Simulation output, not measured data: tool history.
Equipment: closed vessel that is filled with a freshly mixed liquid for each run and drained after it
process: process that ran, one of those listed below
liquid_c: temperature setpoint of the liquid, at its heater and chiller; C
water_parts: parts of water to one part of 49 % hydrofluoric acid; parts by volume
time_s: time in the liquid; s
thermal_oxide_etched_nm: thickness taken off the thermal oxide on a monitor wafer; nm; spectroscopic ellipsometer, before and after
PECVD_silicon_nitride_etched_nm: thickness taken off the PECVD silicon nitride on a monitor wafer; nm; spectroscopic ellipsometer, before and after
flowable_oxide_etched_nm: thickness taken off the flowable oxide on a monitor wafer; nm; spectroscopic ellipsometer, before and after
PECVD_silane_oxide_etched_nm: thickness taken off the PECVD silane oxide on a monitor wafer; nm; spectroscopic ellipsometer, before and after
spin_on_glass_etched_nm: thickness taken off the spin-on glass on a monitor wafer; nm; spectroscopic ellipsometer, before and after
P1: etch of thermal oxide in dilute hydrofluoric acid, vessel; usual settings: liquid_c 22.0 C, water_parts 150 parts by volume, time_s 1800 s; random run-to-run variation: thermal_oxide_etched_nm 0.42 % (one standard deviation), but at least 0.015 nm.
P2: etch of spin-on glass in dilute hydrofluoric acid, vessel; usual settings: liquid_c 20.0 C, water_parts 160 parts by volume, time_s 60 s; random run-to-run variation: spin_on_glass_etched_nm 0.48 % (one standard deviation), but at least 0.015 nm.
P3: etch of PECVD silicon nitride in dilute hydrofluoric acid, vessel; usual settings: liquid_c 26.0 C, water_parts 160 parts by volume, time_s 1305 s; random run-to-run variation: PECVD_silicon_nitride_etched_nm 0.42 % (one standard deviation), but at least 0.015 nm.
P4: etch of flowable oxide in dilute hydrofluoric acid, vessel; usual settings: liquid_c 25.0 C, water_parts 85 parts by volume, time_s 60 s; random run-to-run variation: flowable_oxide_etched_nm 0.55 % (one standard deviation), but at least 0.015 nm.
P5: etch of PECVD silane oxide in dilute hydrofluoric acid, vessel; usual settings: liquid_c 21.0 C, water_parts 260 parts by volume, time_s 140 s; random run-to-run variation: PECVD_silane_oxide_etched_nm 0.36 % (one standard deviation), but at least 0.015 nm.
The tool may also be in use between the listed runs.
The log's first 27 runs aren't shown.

run   hour  process  liquid_c  water_parts  time_s  hours since the thermometer was replaced  hours since the hydrofluoric acid flow meter was replaced  thermal_oxide_etched_nm  PECVD_silicon_nitride_etched_nm  flowable_oxide_etched_nm  PECVD_silane_oxide_etched_nm  spin_on_glass_etched_nm
 28  122.3       P2      20.0          160      60                                     894.4                                                      457.6                                                                                                                                    16.4990
 29  125.2       P1      22.0          150    1800                                     897.3                                                      460.5                  49.9220
 30  128.6       P3      26.0          160    1305                                     900.7                                                      463.9                                                    23.442
 31  132.8       P5      21.0          125     140                                     904.9                                                      468.1                                                                                                           22.5380
 32  136.7       P1      22.0          150    1800                                     908.8                                                      472.0                  49.7330
 33  140.1       P1      22.0          150    1800                                     912.2                                                      475.4                  48.5490
 34  144.3       P1      22.0          150    1800                                     916.4                                                      479.6                  48.3450
 35  150.0       P1      22.0          150    1800                                     922.1                                                      485.3                  47.9310
 36  153.6       P1      22.0          150    1800                                     925.7                                                      488.9                  47.7130
 37  156.8       P1      22.0          150    1800                                     928.9                                                      492.1                  47.4490
 38  159.6       P1      22.0          150    1800                                     931.7                                                      494.9                  47.4210

Run 39 is up next; what results do you expect?
 39  165.4       P1      22.0          150    1800                                     937.5                                                      500.7                        ?

Run 39 measured thermal_oxide_etched_nm 47.0410 nm.
